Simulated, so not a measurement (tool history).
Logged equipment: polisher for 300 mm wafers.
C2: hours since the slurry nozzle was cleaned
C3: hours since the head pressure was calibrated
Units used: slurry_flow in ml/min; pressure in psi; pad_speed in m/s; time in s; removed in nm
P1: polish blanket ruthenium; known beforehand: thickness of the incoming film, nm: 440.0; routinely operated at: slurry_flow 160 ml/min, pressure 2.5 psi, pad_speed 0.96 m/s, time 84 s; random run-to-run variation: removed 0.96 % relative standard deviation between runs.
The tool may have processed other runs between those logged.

run 1 day=0.467 | slurry_flow=160 pressure=2.5 pad_speed=0.96 time=84 | wafers_polished_on_this_pad=434 C2=261.6 C3=155.4 | removed=88.472
run 2 day=0.800 | slurry_flow=160 pressure=2.5 pad_speed=0.62 time=84 | wafers_polished_on_this_pad=523 C2=269.6 C3=163.4 | removed=57.886
run 3 day=1.342 | slurry_flow=160 pressure=2.5 pad_speed=0.96 time=84 | wafers_polished_on_this_pad=667 C2=282.6 C3=176.4 | removed=90.048
run 4 day=1.625 | slurry_flow=160 pressure=2.5 pad_speed=1.46 time=84 | wafers_polished_on_this_pad=743 C2=289.4 C3=183.2 | removed=136.750
run 5 day=1.904 | slurry_flow=160 pressure=2.5 pad_speed=0.96 time=60 | wafers_polished_on_this_pad=817 C2=296.1 C3=189.9 | removed=64.021
run 6 day=2.312 | slurry_flow=125 pressure=2.5 pad_speed=1.24 time=84 | wafers_polished_on_this_pad=926 C2=305.9 C3=199.7 | removed=110.810
run 7 day=2.779 | slurry_flow=160 pressure=2.5 pad_speed=0.96 time=132 | wafers_polished_on_this_pad=1051 C2=317.1 C3=210.9 | removed=140.270
run 8 day=3.117 | slurry_flow=160 pressure=2.5 pad_speed=0.96 time=84 | wafers_polished_on_this_pad=1141 C2=325.2 C3=219.0 | removed=89.285
run 9 day=3.471 | slurry_flow=95 pressure=2.5 pad_speed=0.96 time=84 | wafers_polished_on_this_pad=1235 C2=333.7 C3=227.5 | removed=81.056
-- day=3.662 slurry nozzle cleaned
run 10 day=3.950 | slurry_flow=160 pressure=2.5 pad_speed=0.96 time=84 | wafers_polished_on_this_pad=1363 C2=6.9 C3=239.0 | removed=90.187
run 11 day=4.383 | slurry_flow=235 pressure=3.6 pad_speed=0.96 time=84 | wafers_polished_on_this_pad=1478 C2=17.3 C3=249.4 | removed=136.090
run 12 day=4.692 | slurry_flow=160 pressure=3.6 pad_speed=0.96 time=84 | wafers_polished_on_this_pad=1560 C2=24.7 C3=256.8 | removed=127.490
run 13 day=5.075 | slurry_flow=250 pressure=2.5 pad_speed=0.96 time=84 | wafers_polished_on_this_pad=1663 C2=33.9 C3=266.0 | removed=93.627
run 14 day=5.533 | slurry_flow=160 pressure=2.5 pad_speed=0.96 time=84 | wafers_polished_on_this_pad=1785 C2=44.9 C3=277.0 | removed=89.791
run 15 day=6.058 | slurry_flow=160 pressure=1.8 pad_speed=0.96 time=84 | wafers_polished_on_this_pad=1925 C2=57.5 C3=289.6 | removed=65.339
run 16 day=6.454 | slurry_flow=225 pressure=1.9 pad_speed=0.96 time=84 | wafers_polished_on_this_pad=2030 C2=67.0 C3=299.1 | removed=70.715
run 17 day=6.771 | slurry_flow=160 pressure=2.5 pad_speed=0.96 time=84 | wafers_polished_on_this_pad=2115 C2=74.6 C3=306.7 | removed=89.096
run 18 day=7.312 | slurry_flow=160 pressure=2.5 pad_speed=0.96 time=84 | wafers_polished_on_this_pad=2259 C2=87.6 C3=319.7 | removed=87.145
run 19 day=7.588 | slurry_flow=160 pressure=2.5 pad_speed=0.96 time=84 | wafers_polished_on_this_pad=2332 C2=94.2 C3=326.3 | removed=84.476
run 20 day=8.004 | slurry_flow=160 pressure=2.5 pad_speed=0.96 time=84 | wafers_polished_on_this_pad=2444 C2=104.2 C3=336.3 | removed=84.467
run 21 day=8.558 | slurry_flow=160 pressure=2.5 pad_speed=0.96 time=84 | wafers_polished_on_this_pad=2591 C2=117.5 C3=349.6 | removed=82.119
run 22 day=9.062 | slurry_flow=160 pressure=2.5 pad_speed=0.96 time=84 | wafers_polished_on_this_pad=2726 C2=129.6 C3=361.7 | removed=81.356
run 23 day=9.512 | slurry_flow=160 pressure=2.5 pad_speed=0.96 time=84 | wafers_polished_on_this_pad=2846 C2=140.4 C3=372.5 | removed=81.789
-- day=9.546 worn pad replaced by a new one
run 24 day=9.825 | slurry_flow=160 pressure=2.5 pad_speed=0.96 time=84 | wafers_polished_on_this_pad=74 C2=147.9 C3=380.0 | removed=82.098
run 25 day=10.192 | slurry_flow=160 pressure=2.5 pad_speed=0.96 time=84 | wafers_polished_on_this_pad=172 C2=156.7 C3=388.8 | removed=82.408

What will run 26 give?
run 26 day=10.750 | slurry_flow=160 pressure=2.5 pad_speed=0.96 time=84 | wafers_polished_on_this_pad=321 C2=170.1 C3=402.2 | removed=?

{"run 26": {"removed": 80.366}}
